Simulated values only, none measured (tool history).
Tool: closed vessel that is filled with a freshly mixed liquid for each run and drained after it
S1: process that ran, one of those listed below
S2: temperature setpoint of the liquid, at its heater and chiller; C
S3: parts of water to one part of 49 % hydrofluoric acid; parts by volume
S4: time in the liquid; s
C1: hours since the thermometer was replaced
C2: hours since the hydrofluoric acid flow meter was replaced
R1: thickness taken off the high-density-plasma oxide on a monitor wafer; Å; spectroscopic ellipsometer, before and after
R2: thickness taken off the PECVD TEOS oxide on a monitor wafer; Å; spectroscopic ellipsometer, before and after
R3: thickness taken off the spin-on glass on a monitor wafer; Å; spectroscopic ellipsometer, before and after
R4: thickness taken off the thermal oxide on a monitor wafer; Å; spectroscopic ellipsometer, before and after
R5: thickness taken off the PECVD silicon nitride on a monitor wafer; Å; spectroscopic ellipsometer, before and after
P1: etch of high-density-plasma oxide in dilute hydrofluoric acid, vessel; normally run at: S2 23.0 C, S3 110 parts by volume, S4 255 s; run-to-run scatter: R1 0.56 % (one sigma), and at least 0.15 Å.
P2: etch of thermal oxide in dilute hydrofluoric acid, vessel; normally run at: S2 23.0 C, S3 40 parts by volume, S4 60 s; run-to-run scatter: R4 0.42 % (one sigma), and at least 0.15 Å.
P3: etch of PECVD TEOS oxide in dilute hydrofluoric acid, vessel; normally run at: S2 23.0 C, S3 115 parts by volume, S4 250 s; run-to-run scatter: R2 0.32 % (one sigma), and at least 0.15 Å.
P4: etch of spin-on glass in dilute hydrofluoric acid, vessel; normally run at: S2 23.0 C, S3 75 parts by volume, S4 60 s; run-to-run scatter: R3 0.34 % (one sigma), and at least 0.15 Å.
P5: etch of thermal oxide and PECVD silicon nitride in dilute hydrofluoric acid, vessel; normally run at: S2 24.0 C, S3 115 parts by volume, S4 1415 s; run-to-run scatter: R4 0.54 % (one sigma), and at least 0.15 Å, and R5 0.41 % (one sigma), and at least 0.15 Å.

{"run": 1, "hour": 12.6, "S1": "P1", "S2": 23.0, "S3": 110, "S4": 255, "C1": 418.7, "C2": 312.5, "R1": 119.92}
{"run": 2, "hour": 26.8, "S1": "P3", "S2": 23.0, "S3": 115, "S4": 250, "C1": 432.9, "C2": 326.7, "R2": 559.68}
{"run": 3, "hour": 35.4, "S1": "P4", "S2": 23.0, "S3": 75, "S4": 60, "C1": 441.5, "C2": 335.3, "R3": 406.11}
{"run": 4, "hour": 46.4, "S1": "P1", "S2": 28.0, "S3": 110, "S4": 255, "C1": 452.5, "C2": 346.3, "R1": 145.72}
{"run": 5, "hour": 61.9, "S1": "P1", "S2": 23.0, "S3": 110, "S4": 255, "C1": 468.0, "C2": 361.8, "R1": 119.01}
{"run": 6, "hour": 75.1, "S1": "P3", "S2": 23.0, "S3": 60, "S4": 250, "C1": 481.2, "C2": 375.0, "R2": 1146.5}
{"run": 7, "hour": 91.9, "S1": "P5", "S2": 24.0, "S3": 115, "S4": 2045, "C1": 498.0, "C2": 391.8, "R4": 864.29, "R5": 734.65}
{"run": 8, "hour": 107.0, "S1": "P1", "S2": 17.0, "S3": 110, "S4": 255, "C1": 513.1, "C2": 406.9, "R1": 94.473}
{"run": 9, "hour": 119.6, "S1": "P1", "S2": 23.0, "S3": 110, "S4": 255, "C1": 525.7, "C2": 419.5, "R1": 119.4}
{"run": 10, "hour": 127.8, "S1": "P1", "S2": 23.0, "S3": 110, "S4": 30, "C1": 533.9, "C2": 427.7, "R1": 14.217}
{"run": 11, "hour": 140.8, "S1": "P3", "S2": 23.0, "S3": 115, "S4": 250, "C1": 546.9, "C2": 440.7, "R2": 563.94}
{"run": 12, "hour": 154.1, "S1": "P1", "S2": 18.0, "S3": 110, "S4": 360, "C1": 560.2, "C2": 454.0, "R1": 138.95}
{"run": 13, "hour": 165.6, "S1": "P3", "S2": 31.5, "S3": 115, "S4": 250, "C1": 571.7, "C2": 465.5, "R2": 774.89}
{"run": 14, "hour": 178.4, "S1": "P2", "S2": 23.0, "S3": 20, "S4": 60, "C1": 584.5, "C2": 478.3, "R4": 151.54}
{"run": 15, "hour": 186.2, "S1": "P1", "S2": 23.0, "S3": 110, "S4": 255, "C1": 592.3, "C2": 486.1, "R1": 120.91}
{"run": 16, "hour": 201.5, "S1": "P1", "S2": 23.0, "S3": 110, "S4": 255, "C1": 607.6, "C2": 501.4, "R1": 120.17}
{"run": 17, "hour": 217.6, "S1": "P4", "S2": 19.0, "S3": 75, "S4": 60, "C1": 623.7, "C2": 517.5, "R3": 342.58}
{"run": 18, "hour": 230.2, "S1": "P3", "S2": 23.0, "S3": 115, "S4": 105, "C1": 636.3, "C2": 530.1, "R2": 235.57}
{"run": 19, "hour": 246.6, "S1": "P1", "S2": 23.0, "S3": 65, "S4": 255, "C1": 652.7, "C2": 546.5, "R1": 215.51}
{"run": 20, "hour": 261.1, "S1": "P4", "S2": 23.0, "S3": 75, "S4": 120, "C1": 667.2, "C2": 561.0, "R3": 809.21}
{"run": 21, "hour": 269.4, "S1": "P4", "S2": 23.0, "S3": 75, "S4": 60, "C1": 675.5, "C2": 569.3, "R3": 402.19}
{"run": 22, "hour": 279.9, "S1": "P5", "S2": 24.0, "S3": 115, "S4": 1415, "C1": 686.0, "C2": 579.8, "R4": 597.52, "R5": 502.77}
{"run": 23, "hour": 295.1, "S1": "P2", "S2": 27.5, "S3": 40, "S4": 60, "C1": 701.2, "C2": 595.0, "R4": 88.166}
{"run": 24, "hour": 308.2, "S1": "P1", "S2": 23.0, "S3": 110, "S4": 255, "C1": 714.3, "C2": 608.1, "R1": 120.28}
{"run": 25, "hour": 320.4, "S1": "P4", "S2": 23.0, "S3": 20, "S4": 60, "C1": 726.5, "C2": 620.3, "R3": 1628.7}
{"run": 26, "hour": 329.3, "S1": "P2", "S2": 23.0, "S3": 40, "S4": 30, "C1": 735.4, "C2": 629.2, "R4": 36.791}
{"run": 27, "hour": 336.6, "S1": "P1", "S2": 23.0, "S3": 110, "S4": 420, "C1": 742.7, "C2": 636.5, "R1": 197.61}
{"run": 28, "hour": 345.2, "S1": "P2", "S2": 23.0, "S3": 40, "S4": 60, "C1": 751.3, "C2": 645.1, "R4": 74.02}
{"run": 29, "hour": 353.3, "S1": "P5", "S2": 24.0, "S3": 20, "S4": 1415, "C1": 759.4, "C2": 653.2, "R4": 3914.6, "R5": 2800.4}
{"run": 30, "hour": 362.6, "S1": "P5", "S2": 28.0, "S3": 115, "S4": 1415, "C1": 768.7, "C2": 662.5, "R4": 697.19, "R5": 655.83}
{"run": 31, "hour": 376.4, "S1": "P1", "S2": 23.0, "S3": 190, "S4": 255, "C1": 782.5, "C2": 676.3, "R1": 62.743}
{"run": 32, "hour": 384.9, "S1": "P1", "S2": 23.0, "S3": 110, "S4": 255, "C1": 791.0, "C2": 684.8, "R1": 119.02}
{"run": 33, "hour": 396.2, "S1": "P1", "S2": 23.0, "S3": 110, "S4": 255, "C1": 802.3, "C2": 696.1, "R1": 116.65}
{"run": 34, "hour": 409.2, "S1": "P1", "S2": 23.0, "S3": 110, "S4": 255, "C1": 815.3, "C2": 709.1, "R1": 114.61}
{"run": 35, "hour": 420.2, "S1": "P1", "S2": 23.0, "S3": 110, "S4": 255, "C1": 826.3, "C2": 720.1, "R1": 112.67}
{"run": 36, "hour": 431.6, "S1": "P1", "S2": 23.0, "S3": 110, "S4": 255, "C1": 837.7, "C2": 731.5, "R1": 112.91}
{"run": 37, "hour": 441.8, "S1": "P1", "S2": 23.0, "S3": 110, "S4": 255, "C1": 847.9, "C2": 741.7, "R1": 113.69}
{"run": 38, "hour": 455.5, "S1": "P1", "S2": 23.0, "S3": 110, "S4": 255, "C1": 861.6, "C2": 755.4, "R1": 112.98}

What P1 gives has crept away from where it was. These 2 causes fit the log equally well, each at the size given:
A: liquid colder than its thermometer reads (K) = 1.49
B: hydrofluoric acid flow below the setpoint (%) = 5.09
The creep began at about hour 384.9.

4 check runs are offered, one wafer each, their results left as question marks. Which one tells the causes apart?
{"run": "check 1", "hour": 469.2, "S1": "P4", "S2": 23.0, "S3": 75, "S4": 60, "R3": "?"}
{"run": "check 2", "hour": 469.2, "S1": "P5", "S2": 24.0, "S3": 115, "S4": 1415, "R4": "?", "R5": "?"}
{"run": "check 3", "hour": 469.2, "S1": "P2", "S2": 23.0, "S3": 40, "S4": 60, "R4": "?"}
{"run": "check 4", "hour": 469.2, "S1": "P3", "S2": 23.0, "S3": 115, "S4": 250, "R2": "?"}

What each check would give under each cause:
check=check_1 result=R3 if_A=381.16 if_B=382.62
check=check_2 result=R4 if_A=562.320 if_B=561.850
check=check_2 result=R5 if_A=458.90 if_B=480.75
check=check_3 result=R4 if_A=69.241 if_B=69.762
check=check_4 result=R2 if_A=528.19 if_B=528.13
How far apart the two closest causes lie, in the result that separates them most: check 1 0.38 %; check 2 4.65 %; check 3 0.75 %; check 4 0.01 %
Check 2 tells the causes apart: in the others they would give nearly the same result.

Check 2 was then run and gave: R4 565.870 Å; R5 461.56 Å. Which cause is it?

It is A: liquid colder than its thermometer reads (K).
